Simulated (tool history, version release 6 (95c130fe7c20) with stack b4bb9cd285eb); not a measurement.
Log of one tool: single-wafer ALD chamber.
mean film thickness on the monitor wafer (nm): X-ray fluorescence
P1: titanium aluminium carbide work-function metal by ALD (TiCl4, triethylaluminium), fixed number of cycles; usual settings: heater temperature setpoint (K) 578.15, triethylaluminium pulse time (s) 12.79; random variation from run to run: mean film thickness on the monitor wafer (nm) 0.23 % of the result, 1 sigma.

| run | hour | heater temperature setpoint (K) | triethylaluminium pulse time (s) | mean film thickness on the monitor wafer (nm) |
|---|---|---|---|---|
| 1 | 15.1 | 578.15 | 12.79 | 2.1226 |
| 2 | 24.5 | 578.15 | 12.79 | 2.1312 |
| 3 | 32.4 | 578.15 | 21.04 | 2.1518 |
| 4 | 41.0 | 578.15 | 12.79 | 2.1335 |
| 5 | 56.5 | 593.15 | 12.79 | 2.2643 |
| 6 | 68.2 | 578.15 | 12.79 | 2.1212 |
| 7 | 78.0 | 578.15 | 12.79 | 2.1248 |
| 8 | 87.0 | 578.15 | 5.65 | 1.8493 |
| 9 | 100.0 | 578.15 | 12.79 | 2.1272 |
| 10 | 108.2 | 564.15 | 12.79 | 1.9965 |
| 11 | 120.1 | 578.15 | 12.79 | 2.1242 |
| 12 | 133.8 | 558.15 | 6.39 | 1.7528 |
| 13 | 147.4 | 555.15 | 9.11 | 1.8627 |
| 14 | 158.2 | 578.15 | 12.79 | 2.1224 |
| 15 | 167.6 | 578.15 | 12.79 | 2.1130 |
| 16 | 179.6 | 578.15 | 12.79 | 2.1073 |
| 17 | 188.7 | 578.15 | 12.79 | 2.0967 |
| 18 | 204.5 | 578.15 | 12.79 | 2.0843 |
| 19 | 219.3 | 578.15 | 12.79 | 2.0855 |
| 20 | 232.0 | 578.15 | 12.79 | 2.0847 |
| 21 | 246.2 | 578.15 | 12.79 | 2.0854 |
| 22 | 258.9 | 578.15 | 12.79 | 2.0742 |
| 23 | 272.9 | 578.15 | 12.79 | 2.0788 |
| 24 | 286.8 | 578.15 | 12.79 | 2.0820 |

What P1 gives has crept away from where it was. These 2 causes fit the log equally well, each at the size given:
A: triethylaluminium dose below that of a fresh bottle (%) = 22.7
B: wafer temperature below the value expected at the setpoint (K) = 4.96
The creep began at about hour 158.2.

4 check runs are offered, one wafer each, their results left as question marks. Which one tells the causes apart?
| check 1 | 300.7 | 569.15 | 12.79 | ? |
| check 2 | 300.7 | 567.15 | 12.79 | ? |
| check 3 | 300.7 | 578.15 | 8.19 | ? |
| check 4 | 300.7 | 591.15 | 12.79 | ? |

What each check would give under each cause:
| check | result | if A | if B |
|---|---|---|---|
| check 1 | mean film thickness on the monitor wafer (nm) | 2.0025 | 2.0012 |
| check 2 | mean film thickness on the monitor wafer (nm) | 1.9849 | 1.9833 |
| check 3 | mean film thickness on the monitor wafer (nm) | 1.9108 | 1.9828 |
| check 4 | mean film thickness on the monitor wafer (nm) | 2.1984 | 2.2006 |
How far apart the two closest causes lie, in the result that separates them most: check 1 0.06 %; check 2 0.08 %; check 3 3.7 %; check 4 0.1 %
Only check 3 tells the causes apart: in the others they would give nearly the same result.

Then check 3 was run and gave: mean film thickness on the monitor wafer (nm) 1.9810. Which cause is it?

It is B: wafer temperature below the value expected at the setpoint (K).

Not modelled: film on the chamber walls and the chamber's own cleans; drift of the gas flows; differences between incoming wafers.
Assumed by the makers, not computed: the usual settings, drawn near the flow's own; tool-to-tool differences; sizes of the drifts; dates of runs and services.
